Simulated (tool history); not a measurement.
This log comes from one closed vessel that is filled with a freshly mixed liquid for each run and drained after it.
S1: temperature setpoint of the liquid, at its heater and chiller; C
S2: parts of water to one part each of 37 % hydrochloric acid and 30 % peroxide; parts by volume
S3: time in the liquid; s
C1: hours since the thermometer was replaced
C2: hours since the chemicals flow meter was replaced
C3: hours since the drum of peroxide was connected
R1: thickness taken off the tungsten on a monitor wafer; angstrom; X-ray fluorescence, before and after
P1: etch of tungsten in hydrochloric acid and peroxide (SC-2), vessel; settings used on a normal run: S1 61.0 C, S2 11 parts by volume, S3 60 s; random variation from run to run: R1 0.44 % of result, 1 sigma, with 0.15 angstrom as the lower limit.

run 1 hour=5.8 | S1=61.0 S2=11 S3=60 | C1=369.9 C2=1277.4 C3=275.6 | R1=427.06
run 2 hour=9.2 | S1=72.0 S2=11 S3=60 | C1=373.3 C2=1280.8 C3=279.0 | R1=834.63
run 3 hour=12.8 | S1=61.0 S2=11 S3=60 | C1=376.9 C2=1284.4 C3=282.6 | R1=427.08
run 4 hour=16.8 | S1=61.0 S2=11 S3=90 | C1=380.9 C2=1288.4 C3=286.6 | R1=646.77
run 5 hour=19.9 | S1=61.0 S2=11 S3=30 | C1=384.0 C2=1291.5 C3=289.7 | R1=212.55
run 6 hour=23.0 | S1=61.0 S2=20 S3=60 | C1=387.1 C2=1294.6 C3=292.8 | R1=251.55
run 7 hour=26.9 | S1=61.0 S2=11 S3=60 | C1=391.0 C2=1298.5 C3=296.7 | R1=428.41
run 8 hour=32.3 | S1=50.5 S2=11 S3=60 | C1=396.4 C2=1303.9 C3=302.1 | R1=217.78
run 9 hour=37.4 | S1=61.0 S2=11 S3=60 | C1=401.5 C2=1309.0 C3=307.2 | R1=425.02
run 10 hour=41.8 | S1=72.0 S2=11 S3=35 | C1=405.9 C2=1313.4 C3=311.6 | R1=483.78
run 11 hour=46.3 | S1=61.0 S2=11 S3=60 | C1=410.4 C2=1317.9 C3=316.1 | R1=427.37
run 12 hour=52.0 | S1=61.0 S2=4 S3=60 | C1=416.1 C2=1323.6 C3=321.8 | R1=929.31
run 13 hour=56.5 | S1=61.0 S2=11 S3=60 | C1=420.6 C2=1328.1 C3=326.3 | R1=427.50
run 14 hour=60.5 | S1=61.0 S2=11 S3=60 | C1=424.6 C2=1332.1 C3=330.3 | R1=423.74
run 15 hour=64.9 | S1=61.0 S2=11 S3=60 | C1=429.0 C2=1336.5 C3=334.7 | R1=448.93
run 16 hour=69.5 | S1=61.0 S2=11 S3=60 | C1=433.6 C2=1341.1 C3=339.3 | R1=460.80
run 17 hour=75.0 | S1=61.0 S2=11 S3=60 | C1=439.1 C2=1346.6 C3=344.8 | R1=463.74
run 18 hour=78.3 | S1=61.0 S2=11 S3=60 | C1=442.4 C2=1349.9 C3=348.1 | R1=467.25
run 19 hour=82.6 | S1=61.0 S2=11 S3=60 | C1=446.7 C2=1354.2 C3=352.4 | R1=468.67
run 20 hour=85.6 | S1=61.0 S2=11 S3=60 | C1=449.7 C2=1357.2 C3=355.4 | R1=467.01

P1 no longer gives what it gave before; its output has crept away from where it was. The following 2 causes, each at its listed size, fit the log equally well:
A: liquid hotter than its thermometer reads (K) = 1.51
B: chemicals flow above the setpoint (%) = 11.7
The drift started at roughly hour 60.5.
The rest of the possible causes, and what rules out each one:
peroxide weaker than its label (%): 8 at the very most, moving R1 by -7.4 %, which is either too weak or the wrong sign

Which of the 4 check runs listed below, each an average over 3 wafers with its results shown as question marks, gives clearly different results under the different listed causes?
run check 1 hour=88.6 | S1=69.5 S2=11 S3=60 | R1=?
run check 2 hour=88.6 | S1=61.0 S2=4 S3=60 | R1=?
run check 3 hour=88.6 | S1=61.0 S2=20 S3=60 | R1=?
run check 4 hour=88.6 | S1=72.0 S2=11 S3=40 | R1=?

What every check run would give for each of its results, assuming each possible cause in turn:
check=check_1 result=R1 if_A=782.60 if_B=785.45
check=check_2 result=R1 if_A=1015.90 if_B=994.41
check=check_3 result=R1 if_A=277.06 if_B=278.82
check=check_4 result=R1 if_A=603.69 if_B=606.67
Smallest distance between any two causes, each pair judged by its most separating result, in per cent: check 1 0.36 %; check 2 2.13 %; check 3 0.63 %; check 4 0.49 %
Only in check 2 would the causes give clearly different results; in the remaining checks their results would be nearly the same.

After running check 2, the following was obtained: R1 993.86 angstrom. Which cause does this point to?

It was cause B: chemicals flow above the setpoint (%).
